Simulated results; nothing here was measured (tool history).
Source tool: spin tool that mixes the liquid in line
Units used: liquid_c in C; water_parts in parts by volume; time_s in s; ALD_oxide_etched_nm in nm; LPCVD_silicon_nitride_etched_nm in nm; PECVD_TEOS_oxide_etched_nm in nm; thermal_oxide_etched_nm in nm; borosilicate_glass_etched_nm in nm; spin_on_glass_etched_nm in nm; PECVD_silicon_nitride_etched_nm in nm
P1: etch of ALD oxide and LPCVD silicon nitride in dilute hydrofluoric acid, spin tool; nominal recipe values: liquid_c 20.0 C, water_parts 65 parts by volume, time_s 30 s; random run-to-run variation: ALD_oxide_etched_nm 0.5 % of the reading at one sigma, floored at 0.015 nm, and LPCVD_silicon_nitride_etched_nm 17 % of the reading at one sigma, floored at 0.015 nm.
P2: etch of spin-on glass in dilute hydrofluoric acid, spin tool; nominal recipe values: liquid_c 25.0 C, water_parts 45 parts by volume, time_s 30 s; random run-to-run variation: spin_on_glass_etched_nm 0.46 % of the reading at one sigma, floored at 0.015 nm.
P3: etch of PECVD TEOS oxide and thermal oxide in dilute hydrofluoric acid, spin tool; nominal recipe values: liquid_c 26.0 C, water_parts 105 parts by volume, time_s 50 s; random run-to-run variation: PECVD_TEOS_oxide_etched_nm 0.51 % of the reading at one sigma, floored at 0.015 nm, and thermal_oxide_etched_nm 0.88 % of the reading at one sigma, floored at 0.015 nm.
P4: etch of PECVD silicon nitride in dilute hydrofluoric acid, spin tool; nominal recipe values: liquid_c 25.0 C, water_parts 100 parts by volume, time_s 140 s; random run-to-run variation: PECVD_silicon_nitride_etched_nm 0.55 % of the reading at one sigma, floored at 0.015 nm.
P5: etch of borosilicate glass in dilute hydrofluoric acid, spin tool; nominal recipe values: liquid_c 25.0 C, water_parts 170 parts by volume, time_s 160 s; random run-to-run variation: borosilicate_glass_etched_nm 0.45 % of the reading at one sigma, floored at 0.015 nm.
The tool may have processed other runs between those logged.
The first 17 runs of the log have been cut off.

run,hour,process,liquid_c,water_parts,time_s,hours since the thermometer was replaced,hours since the hydrofluoric acid flow meter was replaced,ALD_oxide_etched_nm,LPCVD_silicon_nitride_etched_nm,PECVD_TEOS_oxide_etched_nm,thermal_oxide_etched_nm,borosilicate_glass_etched_nm,spin_on_glass_etched_nm,PECVD_silicon_nitride_etched_nm
18,71.9,P5,25.0,95,160,799.2,889.4,,,,,49.311,,
19,77.8,P1,20.0,65,45,805.1,895.3,19.6900,0.23911,,,,,
20,81.1,P1,20.0,65,30,808.4,898.6,13.2240,0.15216,,,,,
21,84.9,P2,25.0,45,30,812.2,902.4,,,,,,33.320,
22,87.9,P3,26.0,180,50,815.2,905.4,,,2.5747,1.23250,,,
23,94.0,P1,20.0,65,30,821.3,911.5,13.1050,0.13348,,,,,
24,98.1,P2,25.0,45,30,825.4,915.6,,,,,,33.342,
25,101.9,P1,20.0,65,30,829.2,919.4,13.2160,0.19425,,,,,
26,107.4,P4,25.0,100,140,834.7,924.9,,,,,,,4.9723
27,112.0,P4,17.0,100,140,839.3,929.5,,,,,,,2.8478
28,117.6,P4,25.0,100,140,844.9,935.1,,,,,,,4.8873
29,121.2,P1,20.0,65,15,848.5,938.7,6.5757,0.10583,,,,,
30,125.1,P2,32.0,45,30,852.4,942.6,,,,,,44.067,

What will run 31 give?
31,128.8,P4,25.0,100,45,856.1,946.3,,,,,,,?

PECVD_silicon_nitride_etched_nm: 1.5911 nm

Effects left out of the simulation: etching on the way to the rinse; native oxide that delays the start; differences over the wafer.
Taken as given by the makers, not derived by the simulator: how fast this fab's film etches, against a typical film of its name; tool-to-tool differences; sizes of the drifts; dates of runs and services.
